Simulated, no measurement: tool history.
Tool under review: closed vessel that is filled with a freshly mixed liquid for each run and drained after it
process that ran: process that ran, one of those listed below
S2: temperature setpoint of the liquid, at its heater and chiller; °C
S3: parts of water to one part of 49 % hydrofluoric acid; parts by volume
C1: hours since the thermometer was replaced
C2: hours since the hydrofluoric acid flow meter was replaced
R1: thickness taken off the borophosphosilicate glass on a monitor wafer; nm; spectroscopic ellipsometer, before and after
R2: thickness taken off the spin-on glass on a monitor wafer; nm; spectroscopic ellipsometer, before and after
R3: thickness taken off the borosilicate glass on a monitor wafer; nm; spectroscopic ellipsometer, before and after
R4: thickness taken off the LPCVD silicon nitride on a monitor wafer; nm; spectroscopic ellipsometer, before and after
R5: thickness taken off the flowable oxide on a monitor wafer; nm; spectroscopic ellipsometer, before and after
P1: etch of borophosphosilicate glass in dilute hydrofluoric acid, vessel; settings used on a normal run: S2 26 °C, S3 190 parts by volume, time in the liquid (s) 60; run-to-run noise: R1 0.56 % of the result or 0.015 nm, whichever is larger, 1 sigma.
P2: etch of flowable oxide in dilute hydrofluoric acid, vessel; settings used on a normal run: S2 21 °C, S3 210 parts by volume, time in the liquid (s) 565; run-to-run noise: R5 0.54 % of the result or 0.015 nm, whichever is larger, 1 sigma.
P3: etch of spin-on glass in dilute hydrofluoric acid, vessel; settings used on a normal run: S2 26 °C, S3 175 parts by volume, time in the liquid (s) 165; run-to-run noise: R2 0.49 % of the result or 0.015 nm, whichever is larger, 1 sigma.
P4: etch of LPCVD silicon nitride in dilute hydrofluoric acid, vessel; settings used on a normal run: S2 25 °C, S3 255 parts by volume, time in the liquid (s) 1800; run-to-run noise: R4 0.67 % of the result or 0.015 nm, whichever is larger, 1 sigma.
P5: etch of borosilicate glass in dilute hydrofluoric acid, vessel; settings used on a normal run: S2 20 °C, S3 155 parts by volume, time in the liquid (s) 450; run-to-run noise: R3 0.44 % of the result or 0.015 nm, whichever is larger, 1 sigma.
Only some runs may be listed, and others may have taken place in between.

run 1 hour=4 | process_that_ran=P1 S2=26 S3=190 time_in_the_liquid_(s)=60 | C1=1371 C2=643.1 | R1=12.499
run 2 hour=10.1 | process_that_ran=P3 S2=26 S3=280 time_in_the_liquid_(s)=165 | C1=1377.1 C2=649.2 | R2=27.43
run 3 hour=16.6 | process_that_ran=P5 S2=20 S3=155 time_in_the_liquid_(s)=450 | C1=1383.6 C2=655.7 | R3=52.062
run 4 hour=22 | process_that_ran=P4 S2=25 S3=255 time_in_the_liquid_(s)=1800 | C1=1389 C2=661.1 | R4=3.7486
run 5 hour=26.9 | process_that_ran=P1 S2=26 S3=190 time_in_the_liquid_(s)=60 | C1=1393.9 C2=666 | R1=12.671
run 6 hour=33.4 | process_that_ran=P1 S2=26 S3=190 time_in_the_liquid_(s)=60 | C1=1400.4 C2=672.5 | R1=12.626
run 7 hour=37.1 | process_that_ran=P4 S2=25 S3=405 time_in_the_liquid_(s)=1800 | C1=1404.1 C2=676.2 | R4=2.3585
run 8 hour=40.6 | process_that_ran=P3 S2=26 S3=175 time_in_the_liquid_(s)=165 | C1=1407.6 C2=679.7 | R2=48.69
run 9 hour=44.6 | process_that_ran=P1 S2=26 S3=190 time_in_the_liquid_(s)=30 | C1=1411.6 C2=683.7 | R1=6.2649
run 10 hour=49.8 | process_that_ran=P2 S2=21 S3=210 time_in_the_liquid_(s)=940 | C1=1416.8 C2=688.9 | R5=78.205
run 11 hour=53 | process_that_ran=P4 S2=25 S3=255 time_in_the_liquid_(s)=3510 | C1=1420 C2=692.1 | R4=7.3184
run 12 hour=57.2 | process_that_ran=P3 S2=26 S3=175 time_in_the_liquid_(s)=90 | C1=1424.2 C2=696.3 | R2=26.817
run 13 hour=63 | process_that_ran=P1 S2=26 S3=190 time_in_the_liquid_(s)=60 | C1=1430 C2=702.1 | R1=12.578
run 14 hour=66.1 | process_that_ran=P1 S2=19 S3=190 time_in_the_liquid_(s)=30 | C1=1433.1 C2=705.2 | R1=4.8606
run 15 hour=70.9 | process_that_ran=P5 S2=20 S3=155 time_in_the_liquid_(s)=40 | C1=1437.9 C2=710 | R3=4.5915
run 16 hour=75.4 | process_that_ran=P3 S2=18.5 S3=175 time_in_the_liquid_(s)=165 | C1=1442.4 C2=714.5 | R2=36.598
run 17 hour=79.9 | process_that_ran=P2 S2=21 S3=330 time_in_the_liquid_(s)=565 | C1=1446.9 C2=719 | R5=26.676
run 18 hour=84.9 | process_that_ran=P1 S2=26 S3=190 time_in_the_liquid_(s)=60 | C1=1451.9 C2=724 | R1=12.649
run 19 hour=89.7 | process_that_ran=P1 S2=26 S3=105 time_in_the_liquid_(s)=60 | C1=1456.7 C2=728.8 | R1=25.185
run 20 hour=95.2 | process_that_ran=P2 S2=25 S3=210 time_in_the_liquid_(s)=565 | C1=1462.2 C2=734.3 | R5=54.243
run 21 hour=98.3 | process_that_ran=P4 S2=33 S3=255 time_in_the_liquid_(s)=1800 | C1=1465.3 C2=737.4 | R4=6.0227
run 22 hour=104.5 | process_that_ran=P2 S2=21 S3=210 time_in_the_liquid_(s)=565 | C1=1471.5 C2=743.6 | R5=46.694
run 23 hour=110 | process_that_ran=P1 S2=19 S3=190 time_in_the_liquid_(s)=60 | C1=1477 C2=749.1 | R1=9.5139

Forecast run 24:
run 24 hour=116.5 | process_that_ran=P1 S2=26 S3=190 time_in_the_liquid_(s)=85 | C1=1483.5 C2=755.6 | R1=?

Run 24 produced R1 17.808 nm.

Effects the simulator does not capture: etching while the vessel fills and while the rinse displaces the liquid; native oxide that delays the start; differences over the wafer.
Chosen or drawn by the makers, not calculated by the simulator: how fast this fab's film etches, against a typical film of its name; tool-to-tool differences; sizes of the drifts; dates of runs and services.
